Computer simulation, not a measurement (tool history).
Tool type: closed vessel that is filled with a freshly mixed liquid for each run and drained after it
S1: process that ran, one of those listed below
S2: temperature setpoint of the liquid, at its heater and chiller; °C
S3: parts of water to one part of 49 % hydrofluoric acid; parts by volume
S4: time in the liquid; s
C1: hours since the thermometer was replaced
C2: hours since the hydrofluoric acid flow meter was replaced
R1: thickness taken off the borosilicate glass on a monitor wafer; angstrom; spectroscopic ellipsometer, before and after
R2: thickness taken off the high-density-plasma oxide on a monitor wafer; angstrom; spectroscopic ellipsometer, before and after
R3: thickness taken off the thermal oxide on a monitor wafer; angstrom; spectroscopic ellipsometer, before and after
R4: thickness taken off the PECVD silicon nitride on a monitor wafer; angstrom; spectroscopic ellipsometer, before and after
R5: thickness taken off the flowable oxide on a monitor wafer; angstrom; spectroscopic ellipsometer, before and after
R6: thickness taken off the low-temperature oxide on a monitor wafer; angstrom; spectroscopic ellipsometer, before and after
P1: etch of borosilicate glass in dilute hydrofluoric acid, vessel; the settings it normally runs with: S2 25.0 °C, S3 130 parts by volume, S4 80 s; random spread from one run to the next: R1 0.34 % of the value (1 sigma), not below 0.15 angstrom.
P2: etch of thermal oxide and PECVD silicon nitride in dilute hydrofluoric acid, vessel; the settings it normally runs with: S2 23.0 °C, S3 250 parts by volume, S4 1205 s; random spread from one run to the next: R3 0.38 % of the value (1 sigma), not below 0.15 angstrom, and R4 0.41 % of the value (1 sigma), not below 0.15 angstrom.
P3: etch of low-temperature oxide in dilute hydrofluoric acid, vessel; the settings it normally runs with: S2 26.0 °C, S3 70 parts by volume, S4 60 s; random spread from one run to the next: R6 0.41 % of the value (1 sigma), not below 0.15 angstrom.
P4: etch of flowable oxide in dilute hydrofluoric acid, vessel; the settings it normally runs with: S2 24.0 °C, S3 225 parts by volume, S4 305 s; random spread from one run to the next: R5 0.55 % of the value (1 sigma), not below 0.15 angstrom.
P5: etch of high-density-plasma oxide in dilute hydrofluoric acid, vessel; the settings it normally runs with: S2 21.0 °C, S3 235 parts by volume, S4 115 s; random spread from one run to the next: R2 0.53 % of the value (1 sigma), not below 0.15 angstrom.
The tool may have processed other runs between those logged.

{"run": 1, "hour": 13.3, "S1": "P1", "S2": 25.0, "S3": 130, "S4": 80, "C1": 1027.9, "C2": 1426.7, "R1": 102.79}
{"run": 2, "hour": 22.7, "S1": "P5", "S2": 21.0, "S3": 235, "S4": 115, "C1": 1037.3, "C2": 1436.1, "R2": 41.393}
{"run": 3, "hour": 32.5, "S1": "P2", "S2": 23.0, "S3": 340, "S4": 1205, "C1": 1047.1, "C2": 1445.9, "R3": 129.37, "R4": 139.51}
{"run": 4, "hour": 39.9, "S1": "P5", "S2": 21.0, "S3": 235, "S4": 115, "C1": 1054.5, "C2": 1453.3, "R2": 41.693}
{"run": 5, "hour": 51.5, "S1": "P5", "S2": 21.0, "S3": 235, "S4": 200, "C1": 1066.1, "C2": 1464.9, "R2": 71.69}
{"run": 6, "hour": 60.2, "S1": "P1", "S2": 25.0, "S3": 130, "S4": 80, "C1": 1074.8, "C2": 1473.6, "R1": 102.8}
{"run": 7, "hour": 69.2, "S1": "P1", "S2": 32.0, "S3": 195, "S4": 80, "C1": 1083.8, "C2": 1482.6, "R1": 81.936}
{"run": 8, "hour": 81.5, "S1": "P4", "S2": 24.0, "S3": 225, "S4": 460, "C1": 1096.1, "C2": 1494.9, "R5": 438.68}
{"hour": 85.7, "done": "thermometer replaced"}
{"run": 9, "hour": 90.8, "S1": "P4", "S2": 24.0, "S3": 225, "S4": 305, "C1": 5.1, "C2": 1504.2, "R5": 289.88}
{"run": 10, "hour": 98.6, "S1": "P1", "S2": 25.0, "S3": 75, "S4": 80, "C1": 12.9, "C2": 1512.0, "R1": 190.93}
{"run": 11, "hour": 107.7, "S1": "P3", "S2": 33.5, "S3": 70, "S4": 60, "C1": 22.0, "C2": 1521.1, "R6": 285.53}
{"run": 12, "hour": 114.1, "S1": "P5", "S2": 21.0, "S3": 90, "S4": 115, "C1": 28.4, "C2": 1527.5, "R2": 125.24}
{"run": 13, "hour": 123.2, "S1": "P3", "S2": 26.0, "S3": 120, "S4": 60, "C1": 37.5, "C2": 1536.6, "R6": 116.59}
{"run": 14, "hour": 135.8, "S1": "P5", "S2": 29.0, "S3": 235, "S4": 115, "C1": 50.1, "C2": 1549.2, "R2": 55.033}
{"run": 15, "hour": 147.4, "S1": "P1", "S2": 25.0, "S3": 130, "S4": 30, "C1": 61.7, "C2": 1560.8, "R1": 38.584}
{"hour": 148.4, "done": "hydrofluoric acid flow meter replaced"}
{"run": 16, "hour": 159.2, "S1": "P2", "S2": 23.0, "S3": 250, "S4": 1205, "C1": 73.5, "C2": 10.8, "R3": 192.19, "R4": 186.73}
{"run": 17, "hour": 171.5, "S1": "P4", "S2": 17.0, "S3": 225, "S4": 305, "C1": 85.8, "C2": 23.1, "R5": 223.37}
{"run": 18, "hour": 179.0, "S1": "P2", "S2": 23.0, "S3": 250, "S4": 665, "C1": 93.3, "C2": 30.6, "R3": 105.99, "R4": 103.68}
{"run": 19, "hour": 192.5, "S1": "P1", "S2": 17.0, "S3": 130, "S4": 80, "C1": 106.8, "C2": 44.1, "R1": 75.384}
{"run": 20, "hour": 200.0, "S1": "P1", "S2": 25.0, "S3": 185, "S4": 80, "C1": 114.3, "C2": 51.6, "R1": 68.311}
{"run": 21, "hour": 206.6, "S1": "P2", "S2": 17.0, "S3": 250, "S4": 1205, "C1": 120.9, "C2": 58.2, "R3": 152.73, "R4": 127.47}
{"run": 22, "hour": 217.4, "S1": "P2", "S2": 23.0, "S3": 250, "S4": 1205, "C1": 131.7, "C2": 69.0, "R3": 192.36, "R4": 188.9}
{"run": 23, "hour": 229.0, "S1": "P1", "S2": 29.0, "S3": 130, "S4": 80, "C1": 143.3, "C2": 80.6, "R1": 119.39}
{"run": 24, "hour": 242.4, "S1": "P1", "S2": 25.0, "S3": 55, "S4": 40, "C1": 156.7, "C2": 94.0, "R1": 134.17}
{"run": 25, "hour": 253.6, "S1": "P1", "S2": 20.5, "S3": 130, "S4": 40, "C1": 167.9, "C2": 105.2, "R1": 43.344}
{"run": 26, "hour": 265.1, "S1": "P1", "S2": 25.0, "S3": 130, "S4": 80, "C1": 179.4, "C2": 116.7, "R1": 103.3}
{"run": 27, "hour": 272.6, "S1": "P3", "S2": 26.0, "S3": 70, "S4": 30, "C1": 186.9, "C2": 124.2, "R6": 106.93}
{"run": 28, "hour": 281.3, "S1": "P1", "S2": 25.0, "S3": 130, "S4": 80, "C1": 195.6, "C2": 132.9, "R1": 103.91}
{"run": 29, "hour": 291.2, "S1": "P1", "S2": 25.0, "S3": 130, "S4": 80, "C1": 205.5, "C2": 142.8, "R1": 103.26}
{"run": 30, "hour": 305.4, "S1": "P1", "S2": 25.0, "S3": 130, "S4": 80, "C1": 219.7, "C2": 157.0, "R1": 103.19}
{"run": 31, "hour": 319.3, "S1": "P1", "S2": 25.0, "S3": 130, "S4": 155, "C1": 233.6, "C2": 170.9, "R1": 199.12}
{"run": 32, "hour": 333.1, "S1": "P4", "S2": 24.0, "S3": 100, "S4": 305, "C1": 247.4, "C2": 184.7, "R5": 744.86}
{"run": 33, "hour": 343.8, "S1": "P3", "S2": 26.0, "S3": 70, "S4": 60, "C1": 258.1, "C2": 195.4, "R6": 213.68}
{"run": 34, "hour": 356.3, "S1": "P1", "S2": 25.0, "S3": 130, "S4": 80, "C1": 270.6, "C2": 207.9, "R1": 103.58}
{"run": 35, "hour": 363.2, "S1": "P1", "S2": 25.0, "S3": 130, "S4": 80, "C1": 277.5, "C2": 214.8, "R1": 105.86}
{"run": 36, "hour": 373.8, "S1": "P1", "S2": 25.0, "S3": 130, "S4": 80, "C1": 288.1, "C2": 225.4, "R1": 108.49}
{"run": 37, "hour": 381.7, "S1": "P1", "S2": 25.0, "S3": 130, "S4": 80, "C1": 296.0, "C2": 233.3, "R1": 109.31}
{"run": 38, "hour": 390.4, "S1": "P1", "S2": 25.0, "S3": 130, "S4": 80, "C1": 304.7, "C2": 242.0, "R1": 110.26}
{"run": 39, "hour": 402.3, "S1": "P1", "S2": 25.0, "S3": 130, "S4": 80, "C1": 316.6, "C2": 253.9, "R1": 110.02}
{"run": 40, "hour": 412.1, "S1": "P1", "S2": 25.0, "S3": 130, "S4": 80, "C1": 326.4, "C2": 263.7, "R1": 111.04}
{"run": 41, "hour": 424.9, "S1": "P1", "S2": 25.0, "S3": 130, "S4": 80, "C1": 339.2, "C2": 276.5, "R1": 111.53}
{"run": 42, "hour": 435.3, "S1": "P1", "S2": 25.0, "S3": 130, "S4": 80, "C1": 349.6, "C2": 286.9, "R1": 111.1}

What P1 gives has crept away from where it was. These 2 causes fit the log equally well, each at the size given:
A: hydrofluoric acid flow above the setpoint (%) = 6.6
B: liquid hotter than its thermometer reads (K) = 1.94
The gradual shift began around hour 356.3.

Of the 4 check runs listed below, each run on one wafer and each result written as a question mark, which would let you distinguish the listed causes because they would give clearly different results?
{"run": "check 1", "hour": 445.7, "S1": "P3", "S2": 26.0, "S3": 70, "S4": 60, "R6": "?"}
{"run": "check 2", "hour": 445.7, "S1": "P5", "S2": 21.0, "S3": 235, "S4": 115, "R2": "?"}
{"run": "check 3", "hour": 445.7, "S1": "P2", "S2": 23.0, "S3": 250, "S4": 1205, "R3": "?", "R4": "?"}
{"run": "check 4", "hour": 445.7, "S1": "P4", "S2": 24.0, "S3": 225, "S4": 305, "R5": "?"}

What each check would give under each cause:
check=check_1 result=R6 if_A=228.22 if_B=229.81
check=check_2 result=R2 if_A=44.658 if_B=44.376
check=check_3 result=R3 if_A=208.06 if_B=205.99
check=check_3 result=R4 if_A=200.78 if_B=212.67
check=check_4 result=R5 if_A=314.51 if_B=311.75
Minimum pairwise separation of causes per check, each pair taken at its best-separating result: check 1 0.69 %; check 2 0.63 %; check 3 5.75 %; check 4 0.88 %
Check 3 is the one run that separates the causes; every other check would come out nearly the same whichever cause is at work.

With check 3 done, the readings were: R3 205.08 angstrom; R4 214.07 angstrom. Identify which of the listed causes applies.

The cause is B: liquid hotter than its thermometer reads (K).
